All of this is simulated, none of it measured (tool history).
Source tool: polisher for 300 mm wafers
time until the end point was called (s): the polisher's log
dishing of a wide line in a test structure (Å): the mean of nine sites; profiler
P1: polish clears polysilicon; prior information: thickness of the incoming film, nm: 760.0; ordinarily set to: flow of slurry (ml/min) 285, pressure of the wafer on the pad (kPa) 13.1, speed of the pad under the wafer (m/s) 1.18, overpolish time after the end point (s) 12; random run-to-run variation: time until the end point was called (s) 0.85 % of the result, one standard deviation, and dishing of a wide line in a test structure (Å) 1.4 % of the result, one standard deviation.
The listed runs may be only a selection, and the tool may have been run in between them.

run	hour	flow of slurry (ml/min)	pressure of the wafer on the pad (kPa)	speed of the pad under the wafer (m/s)	overpolish time after the end point (s)	wafers polished on this pad	hours since the slurry nozzle was cleaned	hours since the head pressure was calibrated	time until the end point was called (s)	dishing of a wide line in a test structure (Å)
1	11.4	285	13.1	1.18	12	640	240.0	417.3	53.020	467.53
2	20.1	170	13.1	1.18	12	738	248.7	426.0	57.358	455.60
3	26.0	285	13.1	1.18	12	804	254.6	431.9	53.150	458.56
4	37.5	435	13.1	1.18	12	932	266.1	443.4	50.708	464.39
# hour 42.9: slurry nozzle cleaned
5	43.1	285	13.1	1.18	12	995	0.2	449.0	53.041	459.87
6	52.0	285	13.1	1.18	23	1095	9.1	457.9	53.549	482.85
7	62.8	285	13.1	1.18	12	1216	19.9	468.7	53.082	461.87
8	68.0	285	13.1	1.18	4	1274	25.1	473.9	53.207	326.97
9	77.4	285	6.2	1.18	12	1379	34.5	483.3	113.710	370.31
10	82.7	285	13.1	1.18	12	1438	39.8	488.6	52.864	464.82
11	90.9	285	6.2	1.18	4	1530	48.0	496.8	112.350	200.45
12	96.8	285	13.1	0.54	12	1596	53.9	502.7	116.620	376.18
13	108.0	285	17.2	1.18	12	1722	65.1	513.9	40.963	475.31
14	117.2	285	13.1	1.74	12	1825	74.3	523.1	36.356	457.42
15	124.1	285	13.1	1.18	12	1902	81.2	530.0	53.191	460.02
16	131.1	285	13.1	1.18	12	1980	88.2	537.0	53.641	465.93
17	142.9	285	13.1	1.18	12	2112	100.0	548.8	55.336	462.30
18	154.7	285	13.1	1.18	12	2244	111.8	560.6	55.886	459.21
# hour 164.9: head pressure recalibrated
19	166.0	285	13.1	1.18	12	2371	123.1	1.1	56.358	459.57
20	172.6	285	13.1	1.18	12	2445	129.7	7.7	55.345	449.78
21	183.7	285	13.1	1.18	12	2569	140.8	18.8	56.212	451.68
22	193.2	285	13.1	1.18	12	2675	150.3	28.3	56.121	457.68

The output of P1 has drifted from where it used to be. Each of the 2 causes below, taken at the size shown beside it, accounts for the log equally well:
A: removal rate lost through wear of the pad, % = 5.19
B: slurry flow missing at the pad, % = 36.5
The gradual shift began around hour 131.1.
Excluded causes, each with its reason:
head's pressure below its setpoint, %: work on it at hour 164.9, done after the drift set in, did not restore what the process gave before

Which of the 4 check runs listed below, each an average over 5 wafers with its results shown as question marks, gives clearly different results under the different listed causes?
check 1	202.7	170	13.1	1.18	12				?	?
check 2	202.7	285	16.5	1.18	12				?	?
check 3	202.7	285	7.6	1.18	12				?	?
check 4	202.7	285	13.1	1.18	7				?	?

Expected result of each check under each candidate cause:
check	result	if A	if B
check 1	time until the end point was called (s)	59.865	61.882
check 1	dishing of a wide line in a test structure (Å)	453.66	451.34
check 2	time until the end point was called (s)	44.509	44.517
check 2	dishing of a wide line in a test structure (Å)	468.01	468.01
check 3	time until the end point was called (s)	97.112	97.127
check 3	dishing of a wide line in a test structure (Å)	404.19	404.17
check 4	time until the end point was called (s)	56.223	56.231
check 4	dishing of a wide line in a test structure (Å)	405.21	405.19
Minimum pairwise separation of causes per check, each pair taken at its best-separating result: check 1 3.31 %; check 2 0.02 %; check 3 0.02 %; check 4 0.02 %
Only check 1 tells the causes apart: in the others they would give nearly the same result.

The results of check 1 are: time until the end point was called (s) 60.040; dishing of a wide line in a test structure (Å) 451.74. Based on these, which of the listed causes is it?

The correct cause is A, namely: removal rate lost through wear of the pad, %.
